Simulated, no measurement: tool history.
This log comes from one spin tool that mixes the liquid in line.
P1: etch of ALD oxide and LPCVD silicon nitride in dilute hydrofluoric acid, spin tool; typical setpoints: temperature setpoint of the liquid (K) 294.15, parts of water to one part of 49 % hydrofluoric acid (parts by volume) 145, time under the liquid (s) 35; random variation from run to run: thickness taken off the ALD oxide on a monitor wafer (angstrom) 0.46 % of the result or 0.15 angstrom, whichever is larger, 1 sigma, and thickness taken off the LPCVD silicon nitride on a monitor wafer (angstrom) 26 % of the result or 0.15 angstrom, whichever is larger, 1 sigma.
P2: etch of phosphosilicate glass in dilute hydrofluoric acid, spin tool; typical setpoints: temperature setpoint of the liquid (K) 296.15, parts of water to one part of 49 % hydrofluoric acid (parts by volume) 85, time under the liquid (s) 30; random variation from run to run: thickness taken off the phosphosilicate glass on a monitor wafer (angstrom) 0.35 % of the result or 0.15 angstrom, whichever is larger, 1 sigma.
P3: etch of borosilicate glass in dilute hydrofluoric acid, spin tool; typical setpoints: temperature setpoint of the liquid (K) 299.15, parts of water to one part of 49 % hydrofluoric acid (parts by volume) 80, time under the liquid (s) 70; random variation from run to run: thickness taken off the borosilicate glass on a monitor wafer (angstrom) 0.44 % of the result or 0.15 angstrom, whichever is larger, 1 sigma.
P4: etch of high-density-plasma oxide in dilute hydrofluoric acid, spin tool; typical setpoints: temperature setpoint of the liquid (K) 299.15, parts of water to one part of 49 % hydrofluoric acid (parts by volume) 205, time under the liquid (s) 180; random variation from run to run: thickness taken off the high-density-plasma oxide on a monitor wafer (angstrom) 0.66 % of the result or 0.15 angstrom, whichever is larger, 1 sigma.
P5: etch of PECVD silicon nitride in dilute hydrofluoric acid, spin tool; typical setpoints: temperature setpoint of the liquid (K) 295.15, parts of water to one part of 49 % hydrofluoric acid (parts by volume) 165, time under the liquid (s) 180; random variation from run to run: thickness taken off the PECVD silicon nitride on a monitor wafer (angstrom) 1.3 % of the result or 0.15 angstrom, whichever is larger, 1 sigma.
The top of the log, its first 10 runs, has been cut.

run	hour	process that ran	temperature setpoint of the liquid (K)	parts of water to one part of 49 % hydrofluoric acid (parts by volume)	time under the liquid (s)	thickness taken off the ALD oxide on a monitor wafer (angstrom)	thickness taken off the LPCVD silicon nitride on a monitor wafer (angstrom)	thickness taken off the high-density-plasma oxide on a monitor wafer (angstrom)	thickness taken off the PECVD silicon nitride on a monitor wafer (angstrom)	thickness taken off the phosphosilicate glass on a monitor wafer (angstrom)	thickness taken off the borosilicate glass on a monitor wafer (angstrom)
11	68.1	P5	295.15	165	295				28.493		
12	71.9	P1	299.65	145	35	60.384	1.9318				
13	77.5	P1	294.15	205	35	32.621	0.56181				
14	81.3	P1	294.15	145	35	49.574	1.3046				
15	85.1	P2	296.15	20	30					972.98	
# hour 88.4: hydrofluoric acid flow meter replaced
16	90.8	P3	299.15	80	15						45.585
17	99.1	P4	291.65	205	180			30.478			
18	105.7	P3	304.15	80	70						260.26
19	110.1	P4	299.15	50	180			198.94			

Estimate the outcome of run 20 from the log above:
20	114.6	P1	294.15	145	35	?	?				

{"run 20": {"thickness taken off the ALD oxide on a monitor wafer (angstrom)": 49.128, "thickness taken off the LPCVD silicon nitride on a monitor wafer (angstrom)": 1.0634}}
